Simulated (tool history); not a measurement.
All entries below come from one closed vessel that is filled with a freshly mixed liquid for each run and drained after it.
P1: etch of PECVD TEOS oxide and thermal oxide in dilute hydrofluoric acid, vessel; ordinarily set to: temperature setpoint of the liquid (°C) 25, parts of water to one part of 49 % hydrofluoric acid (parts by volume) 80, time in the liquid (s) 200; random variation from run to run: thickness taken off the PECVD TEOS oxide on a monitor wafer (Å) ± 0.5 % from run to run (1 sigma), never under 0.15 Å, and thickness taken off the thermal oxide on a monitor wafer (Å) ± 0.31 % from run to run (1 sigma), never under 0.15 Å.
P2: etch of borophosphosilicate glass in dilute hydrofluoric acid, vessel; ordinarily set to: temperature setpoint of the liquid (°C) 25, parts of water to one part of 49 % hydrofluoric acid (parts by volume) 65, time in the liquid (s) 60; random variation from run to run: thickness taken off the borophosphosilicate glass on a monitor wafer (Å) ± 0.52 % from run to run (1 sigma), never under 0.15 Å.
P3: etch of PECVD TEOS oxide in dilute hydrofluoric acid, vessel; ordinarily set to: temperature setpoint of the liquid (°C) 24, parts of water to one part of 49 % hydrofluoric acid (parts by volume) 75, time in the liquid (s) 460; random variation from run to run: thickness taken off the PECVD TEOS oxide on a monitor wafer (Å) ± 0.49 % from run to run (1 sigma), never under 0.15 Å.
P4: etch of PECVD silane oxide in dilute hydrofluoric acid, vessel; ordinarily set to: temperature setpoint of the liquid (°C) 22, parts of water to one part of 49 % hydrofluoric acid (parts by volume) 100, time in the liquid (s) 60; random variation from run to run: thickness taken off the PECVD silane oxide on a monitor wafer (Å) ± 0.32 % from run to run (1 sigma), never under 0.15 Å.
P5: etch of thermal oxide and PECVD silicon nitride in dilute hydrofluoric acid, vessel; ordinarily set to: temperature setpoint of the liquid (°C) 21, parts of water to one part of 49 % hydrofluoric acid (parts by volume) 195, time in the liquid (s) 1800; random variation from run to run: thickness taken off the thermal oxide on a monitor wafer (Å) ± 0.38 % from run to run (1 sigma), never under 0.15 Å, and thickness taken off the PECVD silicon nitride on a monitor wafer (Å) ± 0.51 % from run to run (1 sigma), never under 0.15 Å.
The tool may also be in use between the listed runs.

run,hour,process that ran,temperature setpoint of the liquid (°C),parts of water to one part of 49 % hydrofluoric acid (parts by volume),time in the liquid (s),hours since the thermometer was replaced,hours since the hydrofluoric acid flow meter was replaced,thickness taken off the PECVD TEOS oxide on a monitor wafer (Å),thickness taken off the thermal oxide on a monitor wafer (Å),thickness taken off the borophosphosilicate glass on a monitor wafer (Å),thickness taken off the PECVD silicon nitride on a monitor wafer (Å),thickness taken off the PECVD silane oxide on a monitor wafer (Å)
1,8.2,P1,25,80,200,984.1,111.9,227.02,124.11,,,
2,14.2,P2,25,100,60,990.1,117.9,,,273.61,,
3,22.8,P3,24,75,670,998.7,126.5,841.2,,,,
4,29.3,P1,25,80,200,1005.2,133,226.47,124.09,,,
5,40.3,P1,25,145,200,1016.2,144,116.87,63.702,,,
6,52.2,P2,25,65,60,1028.1,155.9,,,437.57,,
7,64,P5,21,310,1800,1039.9,167.7,,196.76,,94.486,
8,69.5,P1,25,80,70,1045.4,173.2,80.245,43.148,,,
9,76,P4,17,100,60,1051.9,179.7,,,,,115.75
10,82.4,P1,17,80,200,1058.3,186.1,163.99,88.55,,,
11,90.5,P5,21,195,1800,1066.4,194.2,,348.67,,148.9,
12,96.3,P5,21,195,3305,1072.2,200,,644.22,,275.51,
13,108.4,P5,21,195,1800,1084.3,212.1,,350.8,,148.83,
14,119.4,P2,30,65,60,1095.3,223.1,,,534.27,,
15,125.9,P3,17,75,460,1101.8,229.6,433.28,,,,
16,133.2,P3,24,75,460,1109.1,236.9,571.65,,,,
17,140.9,P2,25,65,60,1116.8,244.6,,,441.24,,
18,146.3,P4,22,160,60,1122.2,250,,,,,82.901
19,151.7,P5,17,195,1800,1127.6,255.4,,298.49,,114.19,
20,162,P1,18,80,115,1137.9,265.7,97.903,53.222,,,
21,171.9,P1,25,40,200,1147.8,275.6,483.64,260.92,,,
22,177.2,P1,25,80,340,1153.1,280.9,389.87,210.75,,,
23,186.6,P1,25,80,200,1162.5,290.3,229.42,123.84,,,
24,193.4,P1,25,80,200,1169.3,297.1,231.06,124.06,,,
25,201.1,P1,33.5,80,200,1177,304.8,315.96,171.78,,,
26,207.8,P3,24,105,460,1183.7,311.5,397.74,,,,
27,215.5,P2,25,65,100,1191.4,319.2,,,731.61,,
28,221,P4,22,100,60,1196.9,324.7,,,,,143.11
29,232.8,P1,29.5,145,200,1208.7,336.5,138.36,74.471,,,
30,238.8,P4,22,100,95,1214.7,342.5,,,,,226.17
31,245.7,P1,25,80,200,1221.6,349.4,229.87,123.65,,,
32,256.6,P1,25,80,200,1232.5,360.3,236.92,128.29,,,
33,265.8,P1,25,80,200,1241.7,369.5,243.57,130.9,,,
34,273.4,P1,25,80,200,1249.3,377.1,244.01,130.54,,,
35,281.4,P1,25,80,200,1257.3,385.1,242.69,132.4,,,
36,290.8,P1,25,80,200,1266.7,394.5,245.02,132.98,,,
37,298,P1,25,80,200,1273.9,401.7,247.1,132.66,,,
38,309.5,P1,25,80,200,1285.4,413.2,247.61,133.3,,,
39,318.1,P1,25,80,200,1294,421.8,246.18,133.14,,,

P1 no longer gives what it gave before; its output has crept away from where it was. The following 2 causes, each at its listed size, fit the log equally well:
A: liquid hotter than its thermometer reads (K) = 1.87
B: hydrofluoric acid flow above the setpoint (%) = 6.92
The onset of the drift is placed at about hour 245.7.

Consider the 4 single-wafer check runs listed below, results given as question marks: which one distinguishes between the causes by giving clearly different results for each?
check 1,326.7,P2,29.5,65,95,,,,,?,,
check 2,326.7,P5,17,195,3275,,,,?,,?,
check 3,326.7,P4,19,100,95,,,,,,,?
check 4,326.7,P3,19.5,75,645,,,?,,,,

Outcome of each check run for each possible cause:
check,result,if A,if B
check 1,thickness taken off the borophosphosilicate glass on a monitor wafer (Å),891.64,892.66
check 2,thickness taken off the thermal oxide on a monitor wafer (Å),585.97,588.64
check 2,thickness taken off the PECVD silicon nitride on a monitor wafer (Å),236.95,222.91
check 3,thickness taken off the PECVD silane oxide on a monitor wafer (Å),215.72,215.1
check 4,thickness taken off the PECVD TEOS oxide on a monitor wafer (Å),726.24,722.36
Per check, the gap between the least separated pair of causes, taken in the result that splits them most: check 1 0.11 %; check 2 6.11 %; check 3 0.29 %; check 4 0.54 %
Check 2 tells the causes apart: in the others they would give nearly the same result.

The results of check 2 are: thickness taken off the thermal oxide on a monitor wafer (Å) 590.73; thickness taken off the PECVD silicon nitride on a monitor wafer (Å) 222.77. Based on these, which of the listed causes is it?

It is B: hydrofluoric acid flow above the setpoint (%).
